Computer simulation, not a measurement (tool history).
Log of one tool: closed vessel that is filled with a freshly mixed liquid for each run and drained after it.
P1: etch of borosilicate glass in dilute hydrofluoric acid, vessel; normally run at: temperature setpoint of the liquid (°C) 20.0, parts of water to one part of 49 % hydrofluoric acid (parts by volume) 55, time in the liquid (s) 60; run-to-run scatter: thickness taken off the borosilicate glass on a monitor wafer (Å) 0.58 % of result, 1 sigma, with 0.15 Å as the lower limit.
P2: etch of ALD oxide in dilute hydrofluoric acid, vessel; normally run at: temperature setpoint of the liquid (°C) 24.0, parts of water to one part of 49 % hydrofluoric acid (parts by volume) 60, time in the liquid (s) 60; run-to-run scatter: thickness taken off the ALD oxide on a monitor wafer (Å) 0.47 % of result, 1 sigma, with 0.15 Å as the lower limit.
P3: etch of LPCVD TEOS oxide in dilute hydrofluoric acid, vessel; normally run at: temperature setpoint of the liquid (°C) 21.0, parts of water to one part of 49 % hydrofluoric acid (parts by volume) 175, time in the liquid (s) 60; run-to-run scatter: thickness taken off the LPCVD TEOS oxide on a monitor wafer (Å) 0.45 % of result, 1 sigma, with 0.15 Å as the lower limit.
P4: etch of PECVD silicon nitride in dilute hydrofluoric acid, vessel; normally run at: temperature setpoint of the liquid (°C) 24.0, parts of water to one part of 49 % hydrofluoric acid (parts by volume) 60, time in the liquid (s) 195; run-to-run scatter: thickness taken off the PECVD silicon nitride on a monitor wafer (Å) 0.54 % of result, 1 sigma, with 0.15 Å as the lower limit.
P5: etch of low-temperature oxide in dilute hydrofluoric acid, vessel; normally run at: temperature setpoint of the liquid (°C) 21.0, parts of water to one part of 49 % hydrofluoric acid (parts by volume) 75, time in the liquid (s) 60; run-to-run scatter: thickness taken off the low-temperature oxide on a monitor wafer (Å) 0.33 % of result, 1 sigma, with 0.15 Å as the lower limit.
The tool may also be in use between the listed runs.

run	hour	process that ran	temperature setpoint of the liquid (°C)	parts of water to one part of 49 % hydrofluoric acid (parts by volume)	time in the liquid (s)	hours since the thermometer was replaced	hours since the hydrofluoric acid flow meter was replaced	thickness taken off the borosilicate glass on a monitor wafer (Å)	thickness taken off the low-temperature oxide on a monitor wafer (Å)	thickness taken off the PECVD silicon nitride on a monitor wafer (Å)	thickness taken off the LPCVD TEOS oxide on a monitor wafer (Å)	thickness taken off the ALD oxide on a monitor wafer (Å)
1	5.0	P1	20.0	55	60	641.0	1229.9	393.36				
2	14.9	P5	21.0	75	60	650.9	1239.8		129.490			
3	24.2	P1	20.0	55	60	660.2	1249.1	395.81				
4	34.4	P4	24.0	60	195	670.4	1259.3			91.091		
5	41.5	P3	21.0	175	85	677.5	1266.4				116.940	
6	51.7	P5	21.0	75	115	687.7	1276.6		248.200			
7	60.0	P1	20.0	95	60	696.0	1284.9	216.94				
8	70.1	P1	20.0	55	105	706.1	1295.0	686.47				
9	76.2	P4	24.0	60	195	712.2	1301.1			89.704		
10	84.5	P1	24.5	55	60	720.5	1309.4	478.97				
11	89.4	P3	21.0	175	60	725.4	1314.3				82.116	
12	98.2	P2	24.0	60	30	734.2	1323.1					111.06
13	105.9	P5	27.5	75	60	741.9	1330.8		168.680			
14	115.1	P1	20.0	55	30	751.1	1340.0	200.50				
15	121.8	P4	24.0	60	385	757.8	1346.7			178.930		
16	131.8	P1	20.0	55	60	767.8	1356.7	387.75				
17	138.8	P2	24.0	90	60	774.8	1363.7					142.22
18	146.4	P3	26.5	175	60	782.4	1371.3				101.460	
19	152.0	P3	21.0	175	60	788.0	1376.9				82.636	
20	162.0	P5	21.0	75	60	798.0	1386.9		129.420			
21	171.1	P1	17.0	55	60	807.1	1396.0	349.22				
22	180.2	P4	24.0	40	195	816.2	1405.1			133.500		
23	187.0	P1	20.0	55	60	823.0	1411.9	394.89				
24	192.4	P3	21.0	40	60	828.4	1417.3				425.830	
25	197.0	P5	21.0	140	60	833.0	1421.9		64.122			
26	205.2	P1	17.0	55	90	841.2	1430.1	522.79				
27	214.1	P4	29.0	60	195	850.1	1439.0			124.440		
28	219.0	P1	20.0	55	60	855.0	1443.9	399.70				
29	226.3	P1	20.0	25	60	862.3	1451.2	902.87				
30	231.4	P2	24.0	60	60	867.4	1456.3					220.71
31	238.0	P2	28.5	60	60	874.0	1462.9					267.73
32	247.1	P1	20.0	55	60	883.1	1472.0	395.90				
33	254.1	P1	20.0	55	60	890.1	1479.0	381.76				
34	259.2	P1	20.0	55	60	895.2	1484.1	374.02				
35	265.8	P1	20.0	55	60	901.8	1490.7	370.73				
36	270.5	P1	20.0	55	60	906.5	1495.4	365.79				

Run 37, settings as shown, results not yet in. Your forecast:
37	280.0	P1	20.0	55	60	916.0	1504.9	?				

{"run 37": {"thickness taken off the borosilicate glass on a monitor wafer (Å)": 362.42}}

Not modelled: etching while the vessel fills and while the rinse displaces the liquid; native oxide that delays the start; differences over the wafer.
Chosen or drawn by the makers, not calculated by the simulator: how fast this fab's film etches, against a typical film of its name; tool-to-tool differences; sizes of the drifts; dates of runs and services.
